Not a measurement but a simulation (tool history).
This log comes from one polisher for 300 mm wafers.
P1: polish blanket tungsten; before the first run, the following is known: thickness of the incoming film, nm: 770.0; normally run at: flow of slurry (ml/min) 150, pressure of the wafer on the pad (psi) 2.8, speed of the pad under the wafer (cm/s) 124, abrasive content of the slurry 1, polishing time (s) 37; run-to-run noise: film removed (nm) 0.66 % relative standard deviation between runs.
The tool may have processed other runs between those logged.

run	day	flow of slurry (ml/min)	pressure of the wafer on the pad (psi)	speed of the pad under the wafer (cm/s)	abrasive content of the slurry	polishing time (s)	wafers polished on this pad	hours since the slurry nozzle was cleaned	hours since the head pressure was calibrated	hours since the slurry blender was calibrated	hours since the slurry got fresh peroxide	film removed (nm)
1	0.588	150	2.8	124	1	37	906	107.9	305.6	153.1	99.3	181.13
2	1	210	1.6	124	1	37	995	117.8	315.5	163	109.2	107.62
3	1.517	150	2.8	124	1	37	1106	130.2	327.9	175.4	121.6	177.33
4	1.838	150	2.8	124	1	26	1175	137.9	335.6	183.1	129.3	125.21
5	2.375	150	2.8	124	1	58	1291	150.8	348.5	196	142.2	278.78
6	2.696	150	2.8	124	1	37	1360	158.5	356.2	203.7	149.9	180.22
7	3.279	90	2.8	124	1	37	1485	172.5	370.2	217.7	163.9	159.75
8	3.696	150	2.8	124	1	37	1575	182.5	380.2	227.7	173.9	179.61
9	4.004	150	1.5	124	1	37	1641	189.9	387.6	235.1	181.3	96.473
10	4.292	235	2.8	124	1	37	1703	196.8	394.5	242	188.2	190.55
11	4.679	150	4.2	124	1	37	1786	206.1	403.8	251.3	197.5	268.72
12	5.221	150	2.8	92	1	22	1902	219.1	416.8	264.3	210.5	78.738
13	5.554	150	2.8	124	0.65	37	1974	227.1	424.8	272.3	218.5	162.1
14	6.192	150	2.8	124	1.35	37	2111	242.4	440.1	287.6	233.8	195.05
# day 6.642: slurry tank refilled with fresh slurry and peroxide
15	6.725	150	2.8	158	1	37	2226	255.2	452.9	300.4	2	228.54
16	7.142	150	2.8	56	1	37	2316	265.2	462.9	310.4	12	81.299
17	7.483	150	2.8	124	1	37	2389	273.4	471.1	318.6	20.2	177.83
18	7.958	150	2.8	124	1	37	2491	284.8	482.5	330	31.6	175.31
19	8.533	150	2.8	124	1	37	2615	298.6	496.3	343.8	45.4	171.25
20	9.142	150	2.8	124	1	37	2746	313.2	510.9	358.4	60	170.74
# day 9.396: head pressure recalibrated
# day 9.525: worn pad replaced by a new one
21	9.754	150	2.8	124	1	37	50	327.9	8.6	373.1	74.7	167.67
22	10.033	150	2.8	124	1	37	110	334.6	15.3	379.8	81.4	167.91
# day 10.196: slurry blender recalibrated
23	10.458	150	2.8	124	1	37	201	344.8	25.5	6.3	91.6	164.68
24	11.004	150	2.8	124	1	37	318	357.9	38.6	19.4	104.7	166.26
25	11.642	150	2.8	124	1	37	455	373.2	53.9	34.7	120	163.22
26	11.925	150	2.8	124	1	37	516	380	60.7	41.5	126.8	164.99
27	12.454	150	2.8	124	1	37	630	392.7	73.4	54.2	139.5	164.91

What P1 gives has crept off from where it sat before. The 2 causes that follow fit the log equally well, each at the size noted:
A: slurry flow missing at the pad, % = 33
B: peroxide lost from the slurry, % = 19.3
The gradual shift began around day 7.483.
Each remaining cause and why it is not a fit:
removal rate lost through wear of the pad, %: serviced at day 9.525, after the change had begun; the process did not return to its earlier output
head's pressure below its setpoint, %: serviced at day 9.396, after the change had begun; the process did not return to its earlier output
abrasive missing from the slurry, %: serviced at day 10.196, after the change had begun; the process did not return to its earlier output

Consider the 4 check runs below, whose results appear as question marks and each of which averages 5 wafers. Which one distinguishes the causes, in that each cause would give it a clearly different result?
check 1	12.983	150	1.5	124	1.35	37						?
check 2	12.983	150	4.2	124	0.7	37						?
check 3	12.983	205	4.1	124	1	37						?
check 4	12.983	150	2.8	124	1.3	55						?

Predicted outcomes, by check and by cause:
check	result	if A	if B
check 1	film removed (nm)	94.911	94.916
check 2	film removed (nm)	227.62	227.63
check 3	film removed (nm)	258.3	252.99
check 4	film removed (nm)	260.95	260.97
Minimum pairwise separation of causes per check, each pair taken at its best-separating result: check 1 0.01 %; check 2 0.01 %; check 3 2.08 %; check 4 0.01 %
The other checks would show nearly matching results whichever cause is true, so check 3 is the only one that separates the causes.

Running check 3 produced the following: film removed (nm) 258.06. Which one of the listed causes fits?

It was cause A: slurry flow missing at the pad, %.

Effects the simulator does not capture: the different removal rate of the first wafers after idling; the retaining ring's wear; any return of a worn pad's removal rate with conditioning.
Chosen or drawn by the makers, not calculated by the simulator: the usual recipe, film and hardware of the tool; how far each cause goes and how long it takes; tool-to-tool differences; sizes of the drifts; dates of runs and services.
